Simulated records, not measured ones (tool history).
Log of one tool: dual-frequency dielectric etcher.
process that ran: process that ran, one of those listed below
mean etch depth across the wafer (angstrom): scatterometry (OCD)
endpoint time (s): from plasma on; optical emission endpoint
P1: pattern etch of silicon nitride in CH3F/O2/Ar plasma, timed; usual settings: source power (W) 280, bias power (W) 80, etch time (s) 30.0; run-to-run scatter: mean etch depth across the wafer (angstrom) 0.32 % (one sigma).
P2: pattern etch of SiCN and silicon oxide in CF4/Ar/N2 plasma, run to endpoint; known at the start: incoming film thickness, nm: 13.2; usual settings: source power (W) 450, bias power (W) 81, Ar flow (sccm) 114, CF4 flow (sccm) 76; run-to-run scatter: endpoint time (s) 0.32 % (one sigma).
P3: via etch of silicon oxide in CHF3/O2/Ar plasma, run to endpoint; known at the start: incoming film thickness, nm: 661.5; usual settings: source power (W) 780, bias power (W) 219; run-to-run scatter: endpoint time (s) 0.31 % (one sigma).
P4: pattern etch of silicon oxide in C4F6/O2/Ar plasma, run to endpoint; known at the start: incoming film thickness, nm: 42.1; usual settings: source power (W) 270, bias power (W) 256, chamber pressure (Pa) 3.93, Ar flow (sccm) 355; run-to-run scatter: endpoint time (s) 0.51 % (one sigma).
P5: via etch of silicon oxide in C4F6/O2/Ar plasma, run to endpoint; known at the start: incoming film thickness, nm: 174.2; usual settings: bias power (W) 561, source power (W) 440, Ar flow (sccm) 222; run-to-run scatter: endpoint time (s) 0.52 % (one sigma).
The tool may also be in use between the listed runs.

run,day,process that ran,source power (W),bias power (W),etch time (s),Ar flow (sccm),CF4 flow (sccm),chamber pressure (Pa),hours since the last wet clean,hours since the last source power generator calibration,hours since the last bias power generator calibration,mean etch depth across the wafer (angstrom),endpoint time (s)
1,0.725,P1,280,80,30.0,,,,306.6,1166.1,772.5,193.51,
2,1.438,P1,280,80,30.0,,,,323.7,1183.2,789.6,192.37,
3,1.829,P2,450,81,,114,45,,333.1,1192.6,799.0,,15.903
4,2.400,P2,450,55,,114,76,,346.8,1206.3,812.7,,16.678
5,2.983,P1,200,80,30.0,,,,360.8,1220.3,826.7,170.25,
6,3.483,P4,270,256,,355,,5.13,372.8,1232.3,838.7,,14.776
7,4.175,P5,440,561,,222,,,389.4,1248.9,855.3,,33.807
8,4.708,P4,270,256,,437,,3.93,402.2,1261.7,868.1,,14.604
9,5.454,P5,270,561,,222,,,420.1,1279.6,886.0,,40.006
10,5.892,P2,590,81,,114,76,,430.6,1290.1,896.5,,11.510
11,6.312,P5,440,561,,222,,,440.7,1300.2,906.6,,33.601
12,6.888,P1,280,53,30.0,,,,454.5,1314.0,920.4,167.20,
13,7.458,P2,450,81,,114,76,,468.2,1327.7,934.1,,14.625
14,7.942,P5,440,561,,308,,,479.8,1339.3,945.7,,34.528
15,8.483,P4,270,169,,355,,3.93,492.8,1352.3,958.7,,16.552
16,9.050,P2,450,81,,77,76,,506.4,1365.9,972.3,,13.877
17,9.767,P1,280,80,37.0,,,,523.6,1383.1,989.5,239.11,
18,10.267,P1,280,80,30.0,,,,535.6,1395.1,1001.5,193.06,
19,11.067,P1,280,80,30.0,,,,554.8,1414.3,1020.7,193.65,
20,11.708,P1,280,80,30.0,,,,570.2,1429.7,1036.1,193.68,
21,12.067,P4,210,256,,355,,3.93,578.8,1438.3,1044.7,,15.680
22,12.667,P1,280,80,18.5,,,,593.2,1452.7,1059.1,119.12,
23,13.058,P1,390,80,42.5,,,,602.6,1462.1,1068.5,311.98,
24,13.792,P3,780,273,,,,,620.2,1479.7,1086.1,,262.260
25,14.558,P1,280,100,30.0,,,,638.6,1498.1,1104.5,210.13,
26,15.083,P4,270,256,,355,,3.93,651.2,1510.7,1117.1,,14.225
27,15.838,P4,270,256,,355,,3.93,669.3,1528.8,1135.2,,14.253
28,16.388,P5,440,755,,222,,,682.5,1542.0,1148.4,,29.977
# day 16.858: source power generator calibrated
29,16.888,P1,380,80,30.0,,,,694.5,0.7,1160.4,215.65,
30,17.367,P1,280,80,30.0,,,,706.0,12.2,1171.9,193.18,
31,18.033,P3,780,219,,,,,722.0,28.2,1187.9,,284.950
32,18.575,P3,780,219,,,,,735.0,41.2,1200.9,,283.040
33,18.975,P3,510,219,,,,,744.6,50.8,1210.5,,334.850
34,19.596,P1,280,80,30.0,,,,759.5,65.7,1225.4,193.99,
35,20.292,P1,280,80,30.0,,,,776.2,82.4,1242.1,190.83,
36,21.025,P1,280,80,30.0,,,,793.8,100.0,1259.7,190.93,
37,21.650,P1,280,80,30.0,,,,808.8,115.0,1274.7,190.79,
38,22.133,P1,280,80,30.0,,,,820.4,126.6,1286.3,189.09,
# day 22.312: wet clean of the chamber
39,22.608,P1,280,80,30.0,,,,7.1,138.0,1297.7,189.27,
40,23.008,P1,280,80,30.0,,,,16.7,147.6,1307.3,190.25,
41,23.529,P1,280,80,30.0,,,,29.2,160.1,1319.8,190.52,
42,23.912,P1,280,80,30.0,,,,38.4,169.3,1329.0,190.64,

What P1 gives has crept away from where it was. These 2 causes fit the log equally well, each at the size given:
A: source power that arrives under what is set, % = 4.18
B: bias power that arrives under what is set, % = 4.36
The creep began at about day 19.596.
Why every other cause is out:
chamber walls in a state that lowers the etch rate, %: serviced at day 22.312, which brought nothing back

4 check runs are offered, each on 2 wafers whose results are averaged, their results left as question marks. Which one tells the causes apart?
check 1,24.296,P5,440,561,,222,,,,,,,?
check 2,24.296,P3,780,219,,,,,,,,,?
check 3,24.296,P4,270,256,,355,,3.93,,,,,?
check 4,24.296,P2,450,81,,114,76,,,,,,?

What each check would give under each cause:
check,result,if A,if B
check 1,endpoint time (s),34.099,34.137
check 2,endpoint time (s),288.430,288.140
check 3,endpoint time (s),14.521,14.510
check 4,endpoint time (s),15.178,14.847
How far apart the two closest causes lie, in the result that separates them most: check 1 0.11 %; check 2 0.1 %; check 3 0.07 %; check 4 2.21 %
Only check 4 tells the causes apart: in the others they would give nearly the same result.

Check 4 was then run and gave: endpoint time (s) 14.885. Which cause is it?

It is B: bias power that arrives under what is set, %.
